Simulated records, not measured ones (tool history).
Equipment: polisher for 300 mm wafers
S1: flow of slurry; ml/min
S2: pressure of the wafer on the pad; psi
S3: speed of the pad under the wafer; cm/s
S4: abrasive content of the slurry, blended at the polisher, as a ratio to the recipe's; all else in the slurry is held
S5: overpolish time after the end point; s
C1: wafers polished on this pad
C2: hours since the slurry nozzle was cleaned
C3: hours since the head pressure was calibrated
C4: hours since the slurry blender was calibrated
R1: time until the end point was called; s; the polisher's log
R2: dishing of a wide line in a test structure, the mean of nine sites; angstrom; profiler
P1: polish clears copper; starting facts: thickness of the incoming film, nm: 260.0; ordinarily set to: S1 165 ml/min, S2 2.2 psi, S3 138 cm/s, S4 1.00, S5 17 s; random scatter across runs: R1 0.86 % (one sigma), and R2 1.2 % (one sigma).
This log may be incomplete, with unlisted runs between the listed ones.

run,day,S1,S2,S3,S4,S5,C1,C2,C3,C4,R1,R2
1,0.625,165,2.2,138,1.00,17,314,437.1,244.4,55.5,97.822,293.61
2,1.112,165,2.2,138,1.00,5,392,448.8,256.1,67.2,96.545,102.96
3,1.521,165,2.2,184,0.55,17,457,458.6,265.9,77.0,81.979,331.40
4,2.004,165,2.2,138,1.00,17,535,470.2,277.5,88.6,97.818,296.72
5,2.483,100,2.2,138,1.00,17,611,481.7,289.0,100.1,105.890,271.54
6,2.854,165,2.2,138,0.55,17,671,490.6,297.9,109.0,107.840,272.99
7,3.600,165,3.5,138,1.00,17,790,508.5,315.8,126.9,60.950,427.10
8,4.396,165,2.2,138,1.00,17,917,527.6,334.9,146.0,95.638,296.37
9,5.083,165,2.2,62,1.00,17,1027,544.1,351.4,162.5,213.650,153.90
10,5.712,165,2.2,174,1.00,17,1127,559.2,366.5,177.6,75.419,356.87
11,6.442,165,1.3,138,1.00,17,1244,576.7,384.0,195.1,161.870,187.08
12,7.029,165,2.2,138,1.00,28,1338,590.8,398.1,209.2,96.473,428.90
13,7.733,230,2.2,138,1.40,17,1450,607.7,415.0,226.1,85.353,319.81
14,8.238,165,2.2,138,1.00,17,1531,619.8,427.1,238.2,96.394,296.65
15,8.900,165,2.2,138,1.00,17,1637,635.7,443.0,254.1,96.224,296.16
16,9.321,265,2.2,138,1.00,17,1704,645.8,453.1,264.2,90.340,306.13
17,9.850,125,1.4,138,1.00,17,1789,658.5,465.8,276.9,161.770,190.58
18,10.475,165,2.2,138,1.35,17,1888,673.5,480.8,291.9,90.156,317.43
19,11.171,165,2.2,138,1.00,17,2000,690.2,497.5,308.6,98.156,294.58
20,11.788,165,2.2,138,1.00,17,2098,705.0,512.3,323.4,99.492,288.53
21,12.325,165,2.2,138,1.00,17,2184,717.9,525.2,336.3,102.400,280.09
22,13.129,165,2.2,138,1.00,17,2313,737.2,544.5,355.6,103.380,270.66

Forecast run 23:
23,13.508,165,2.2,138,1.00,17,2373,746.3,553.6,364.7,?,?

For run 23 the tool returned R1 105.980 s, R2 274.87 angstrom.

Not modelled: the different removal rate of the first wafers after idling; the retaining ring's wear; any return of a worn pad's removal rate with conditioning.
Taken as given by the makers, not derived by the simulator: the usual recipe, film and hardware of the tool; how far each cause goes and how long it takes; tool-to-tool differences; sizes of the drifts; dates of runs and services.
